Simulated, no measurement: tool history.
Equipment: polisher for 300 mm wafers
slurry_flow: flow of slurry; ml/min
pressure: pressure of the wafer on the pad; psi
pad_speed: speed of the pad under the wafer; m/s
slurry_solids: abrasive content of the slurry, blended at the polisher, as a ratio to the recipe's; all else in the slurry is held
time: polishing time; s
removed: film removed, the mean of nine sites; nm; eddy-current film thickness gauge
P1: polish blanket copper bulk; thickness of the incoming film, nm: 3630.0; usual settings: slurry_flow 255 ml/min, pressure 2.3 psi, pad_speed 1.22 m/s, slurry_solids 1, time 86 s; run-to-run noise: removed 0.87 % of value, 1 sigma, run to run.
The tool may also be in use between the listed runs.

| run | day | slurry_flow | pressure | pad_speed | slurry_solids | time | removed |
|---|---|---|---|---|---|---|---|
| 1 | 0.283 | 255 | 2.3 | 1.22 | 1 | 86 | 716.92 |
| 2 | 0.512 | 255 | 2.3 | 1.22 | 1 | 56 | 468.9 |
| 3 | 0.758 | 255 | 2.3 | 0.76 | 1 | 86 | 446.83 |
| 4 | 0.988 | 155 | 2.3 | 1.22 | 1 | 86 | 670.89 |
| 5 | 1.288 | 255 | 2.3 | 1.22 | 1 | 86 | 715.81 |
|  | 1.442 | worn pad replaced by a new one |
| 6 | 1.546 | 190 | 2.3 | 1.22 | 1 | 116 | 936.15 |
| 7 | 1.825 | 255 | 2.3 | 1.22 | 1 | 86 | 716.52 |
|  | 1.946 | slurry nozzle cleaned |
| 8 | 2.088 | 255 | 2.3 | 1.22 | 1 | 86 | 718.41 |
| 9 | 2.275 | 255 | 2.3 | 1.22 | 1.45 | 86 | 760.25 |
| 10 | 2.446 | 255 | 3.6 | 1.22 | 1 | 86 | 1124.3 |
| 11 | 2.65 | 340 | 2.3 | 1.22 | 1 | 86 | 746.74 |
| 12 | 2.846 | 255 | 2.3 | 1.22 | 1 | 122 | 1035.4 |
| 13 | 2.979 | 255 | 2.3 | 1.22 | 1 | 86 | 720.1 |
| 14 | 3.121 | 255 | 2.3 | 1.22 | 0.75 | 86 | 679.29 |
| 15 | 3.371 | 255 | 2.3 | 1.86 | 1 | 86 | 1096.7 |
| 16 | 3.675 | 255 | 1.2 | 1.22 | 1 | 86 | 371.98 |
| 17 | 3.875 | 255 | 2.3 | 1.22 | 1 | 86 | 715.39 |
| 18 | 4.017 | 255 | 2.3 | 1.22 | 1 | 86 | 694.97 |

The next listed run, before its measurement:
| 19 | 4.175 | 255 | 2.3 | 1.22 | 1 | 86 | ? |

removed: 697.01 nm

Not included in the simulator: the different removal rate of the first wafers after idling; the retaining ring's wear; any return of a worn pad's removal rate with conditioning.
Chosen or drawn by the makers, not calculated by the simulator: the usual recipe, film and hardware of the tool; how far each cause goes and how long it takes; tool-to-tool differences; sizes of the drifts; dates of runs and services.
